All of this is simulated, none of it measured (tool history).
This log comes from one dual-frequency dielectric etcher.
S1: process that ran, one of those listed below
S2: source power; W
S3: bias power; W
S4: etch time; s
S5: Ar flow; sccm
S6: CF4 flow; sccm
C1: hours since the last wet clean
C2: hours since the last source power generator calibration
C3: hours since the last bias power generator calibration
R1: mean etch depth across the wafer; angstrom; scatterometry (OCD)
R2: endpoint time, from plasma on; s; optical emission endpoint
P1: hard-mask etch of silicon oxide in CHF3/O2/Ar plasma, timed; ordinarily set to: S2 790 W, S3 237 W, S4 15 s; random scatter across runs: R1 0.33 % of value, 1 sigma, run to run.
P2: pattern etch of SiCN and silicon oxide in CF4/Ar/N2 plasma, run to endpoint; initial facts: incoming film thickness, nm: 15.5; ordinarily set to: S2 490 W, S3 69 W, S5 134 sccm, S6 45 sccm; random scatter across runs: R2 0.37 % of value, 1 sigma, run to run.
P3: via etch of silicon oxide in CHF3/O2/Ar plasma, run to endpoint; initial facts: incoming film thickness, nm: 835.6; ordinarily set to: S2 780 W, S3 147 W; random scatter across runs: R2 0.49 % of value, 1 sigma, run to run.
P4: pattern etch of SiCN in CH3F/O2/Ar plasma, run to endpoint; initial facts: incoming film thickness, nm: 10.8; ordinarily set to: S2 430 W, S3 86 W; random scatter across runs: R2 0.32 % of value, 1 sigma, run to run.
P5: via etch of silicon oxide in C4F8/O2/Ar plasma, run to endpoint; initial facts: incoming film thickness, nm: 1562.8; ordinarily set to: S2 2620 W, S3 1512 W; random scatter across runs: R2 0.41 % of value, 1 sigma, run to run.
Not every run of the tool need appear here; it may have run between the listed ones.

| run | hour | S1 | S2 | S3 | S4 | S5 | S6 | C1 | C2 | C3 | R1 | R2 |
|---|---|---|---|---|---|---|---|---|---|---|---|---|
| 1 | 16.8 | P1 | 790 | 237 | 15 |  |  | 182.1 | 1299.9 | 2058.8 | 358.66 |  |
| 2 | 29.9 | P4 | 430 | 86 |  |  |  | 195.2 | 1313.0 | 2071.9 |  | 26.961 |
| 3 | 47.2 | P1 | 790 | 237 | 15 |  |  | 212.5 | 1330.3 | 2089.2 | 357.77 |  |
| 4 | 57.0 | P5 | 1890 | 1512 |  |  |  | 222.3 | 1340.1 | 2099.0 |  | 333.530 |
|  | 61.5 | bias power generator calibrated |
| 5 | 65.7 | P2 | 490 | 69 |  | 134 | 45 | 231.0 | 1348.8 | 4.2 |  | 18.567 |
| 6 | 78.8 | P1 | 790 | 314 | 15 |  |  | 244.1 | 1361.9 | 17.3 | 396.47 |  |
| 7 | 91.2 | P1 | 790 | 147 | 15 |  |  | 256.5 | 1374.3 | 29.7 | 306.69 |  |
| 8 | 106.1 | P2 | 320 | 69 |  | 134 | 45 | 271.4 | 1389.2 | 44.6 |  | 27.026 |
| 9 | 116.4 | P1 | 1110 | 237 | 15 |  |  | 281.7 | 1399.5 | 54.9 | 405.84 |  |
| 10 | 126.3 | P4 | 320 | 86 |  |  |  | 291.6 | 1409.4 | 64.8 |  | 30.100 |
| 11 | 143.1 | P3 | 1040 | 147 |  |  |  | 308.4 | 1426.2 | 81.6 |  | 354.790 |
| 12 | 158.7 | P5 | 2620 | 1512 |  |  |  | 324.0 | 1441.8 | 97.2 |  | 292.570 |
| 13 | 175.3 | P3 | 780 | 147 |  |  |  | 340.6 | 1458.4 | 113.8 |  | 399.770 |
| 14 | 190.4 | P4 | 430 | 117 |  |  |  | 355.7 | 1473.5 | 128.9 |  | 24.022 |
| 15 | 208.2 | P1 | 790 | 184 | 20 |  |  | 373.5 | 1491.3 | 146.7 | 437.92 |  |
| 16 | 220.7 | P2 | 490 | 69 |  | 134 | 28 | 386.0 | 1503.8 | 159.2 |  | 20.270 |
| 17 | 233.7 | P1 | 1070 | 173 | 15 |  |  | 399.0 | 1516.8 | 172.2 | 360.81 |  |
| 18 | 241.5 | P1 | 790 | 237 | 15 |  |  | 406.8 | 1524.6 | 180.0 | 357.84 |  |
|  | 257.0 | wet clean of the chamber |
| 19 | 258.7 | P2 | 490 | 46 |  | 134 | 45 | 1.8 | 1541.8 | 197.2 |  | 21.577 |
|  | 270.0 | source power generator calibrated |
| 20 | 272.8 | P3 | 780 | 147 |  |  |  | 15.9 | 2.9 | 211.3 |  | 402.000 |
| 21 | 281.6 | P1 | 550 | 237 | 15 |  |  | 24.7 | 11.7 | 220.1 | 311.86 |  |
| 22 | 295.2 | P2 | 490 | 69 |  | 104 | 45 | 38.3 | 25.3 | 233.7 |  | 17.862 |
| 23 | 306.3 | P3 | 780 | 116 |  |  |  | 49.4 | 36.4 | 244.8 |  | 431.500 |
| 24 | 315.0 | P5 | 2620 | 1987 |  |  |  | 58.1 | 45.1 | 253.5 |  | 270.290 |
| 25 | 328.0 | P1 | 790 | 237 | 15 |  |  | 71.1 | 58.1 | 266.5 | 357.33 |  |

What will run 26 give?
| 26 | 339.0 | P2 | 490 | 69 |  | 134 | 45 | 82.1 | 69.1 | 277.5 |  | ? |

{"run 26": {"R2": 18.542}}

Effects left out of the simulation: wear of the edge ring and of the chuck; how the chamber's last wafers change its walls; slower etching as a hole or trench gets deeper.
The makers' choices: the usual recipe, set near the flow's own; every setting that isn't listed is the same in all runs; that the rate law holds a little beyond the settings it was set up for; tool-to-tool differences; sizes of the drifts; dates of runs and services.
